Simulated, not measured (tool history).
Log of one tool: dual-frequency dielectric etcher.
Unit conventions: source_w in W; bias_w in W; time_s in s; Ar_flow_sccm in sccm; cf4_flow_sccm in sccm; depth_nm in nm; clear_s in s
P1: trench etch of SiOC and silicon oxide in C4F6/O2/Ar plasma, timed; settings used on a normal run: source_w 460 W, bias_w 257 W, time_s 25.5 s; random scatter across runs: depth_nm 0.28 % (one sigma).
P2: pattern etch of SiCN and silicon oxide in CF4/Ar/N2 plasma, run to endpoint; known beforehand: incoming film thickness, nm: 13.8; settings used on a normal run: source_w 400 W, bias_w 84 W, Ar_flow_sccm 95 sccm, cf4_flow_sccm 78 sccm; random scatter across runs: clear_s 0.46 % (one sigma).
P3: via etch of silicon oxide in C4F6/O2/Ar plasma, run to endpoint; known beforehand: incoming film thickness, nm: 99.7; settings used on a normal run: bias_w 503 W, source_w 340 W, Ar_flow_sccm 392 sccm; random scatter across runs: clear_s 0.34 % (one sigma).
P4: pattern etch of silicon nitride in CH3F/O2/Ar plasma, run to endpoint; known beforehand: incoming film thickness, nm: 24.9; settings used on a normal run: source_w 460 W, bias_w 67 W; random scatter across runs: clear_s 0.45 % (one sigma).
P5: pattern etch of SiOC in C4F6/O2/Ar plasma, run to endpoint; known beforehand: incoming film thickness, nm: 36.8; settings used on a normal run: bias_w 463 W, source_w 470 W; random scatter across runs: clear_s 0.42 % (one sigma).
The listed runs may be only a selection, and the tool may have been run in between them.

| run | hour | process | source_w | bias_w | time_s | Ar_flow_sccm | cf4_flow_sccm | hours since the last wet clean | hours since the last source power generator calibration | hours since the last bias power generator calibration | depth_nm | clear_s |
|---|---|---|---|---|---|---|---|---|---|---|---|---|
| 1 | 4.8 | P1 | 460 | 257 | 25.5 |  |  | 261.5 | 1255.6 | 1480.7 | 60.214 |  |
| 2 | 7.7 | P3 | 340 | 503 |  | 392 |  | 264.4 | 1258.5 | 1483.6 |  | 24.229 |
| 3 | 13.9 | P1 | 650 | 257 | 25.5 |  |  | 270.6 | 1264.7 | 1489.8 | 68.611 |  |
| 4 | 18.1 | P3 | 340 | 327 |  | 392 |  | 274.8 | 1268.9 | 1494.0 |  | 28.399 |
| 5 | 22.7 | P1 | 460 | 257 | 31.5 |  |  | 279.4 | 1273.5 | 1498.6 | 74.388 |  |
| 6 | 28.5 | P1 | 310 | 257 | 14.0 |  |  | 285.2 | 1279.3 | 1504.4 | 28.316 |  |
| 7 | 33.7 | P2 | 400 | 84 |  | 95 | 78 | 290.4 | 1284.5 | 1509.6 |  | 15.793 |
| 8 | 37.5 | P3 | 340 | 503 |  | 481 |  | 294.2 | 1288.3 | 1513.4 |  | 24.832 |
| 9 | 43.4 | P1 | 460 | 193 | 25.5 |  |  | 300.1 | 1294.2 | 1519.3 | 54.693 |  |
| 10 | 47.7 | P5 | 470 | 321 |  |  |  | 304.4 | 1298.5 | 1523.6 |  | 13.456 |
| 11 | 50.4 | P1 | 460 | 257 | 25.5 |  |  | 307.1 | 1301.2 | 1526.3 | 60.154 |  |
| 12 | 55.7 | P4 | 460 | 85 |  |  |  | 312.4 | 1306.5 | 1531.6 |  | 33.025 |
| 13 | 61.7 | P1 | 460 | 356 | 25.5 |  |  | 318.4 | 1312.5 | 1537.6 | 67.053 |  |
| 14 | 64.7 | P4 | 460 | 67 |  |  |  | 321.4 | 1315.5 | 1540.6 |  | 36.242 |
| 15 | 70.3 | P5 | 470 | 463 |  |  |  | 327.0 | 1321.1 | 1546.2 |  | 11.796 |
| 16 | 74.5 | P4 | 300 | 67 |  |  |  | 331.2 | 1325.3 | 1550.4 |  | 42.548 |
| 17 | 79.8 | P5 | 270 | 463 |  |  |  | 336.5 | 1330.6 | 1555.7 |  | 14.516 |
| 18 | 85.6 | P1 | 460 | 257 | 25.5 |  |  | 342.3 | 1336.4 | 1561.5 | 59.942 |  |
| 19 | 91.2 | P1 | 460 | 257 | 25.5 |  |  | 347.9 | 1342.0 | 1567.1 | 60.119 |  |

The next listed run, before its measurement:
| 20 | 96.1 | P1 | 280 | 257 | 25.5 |  |  | 352.8 | 1346.9 | 1572.0 | ? |  |

{"run 20": {"depth_nm": 49.903}}

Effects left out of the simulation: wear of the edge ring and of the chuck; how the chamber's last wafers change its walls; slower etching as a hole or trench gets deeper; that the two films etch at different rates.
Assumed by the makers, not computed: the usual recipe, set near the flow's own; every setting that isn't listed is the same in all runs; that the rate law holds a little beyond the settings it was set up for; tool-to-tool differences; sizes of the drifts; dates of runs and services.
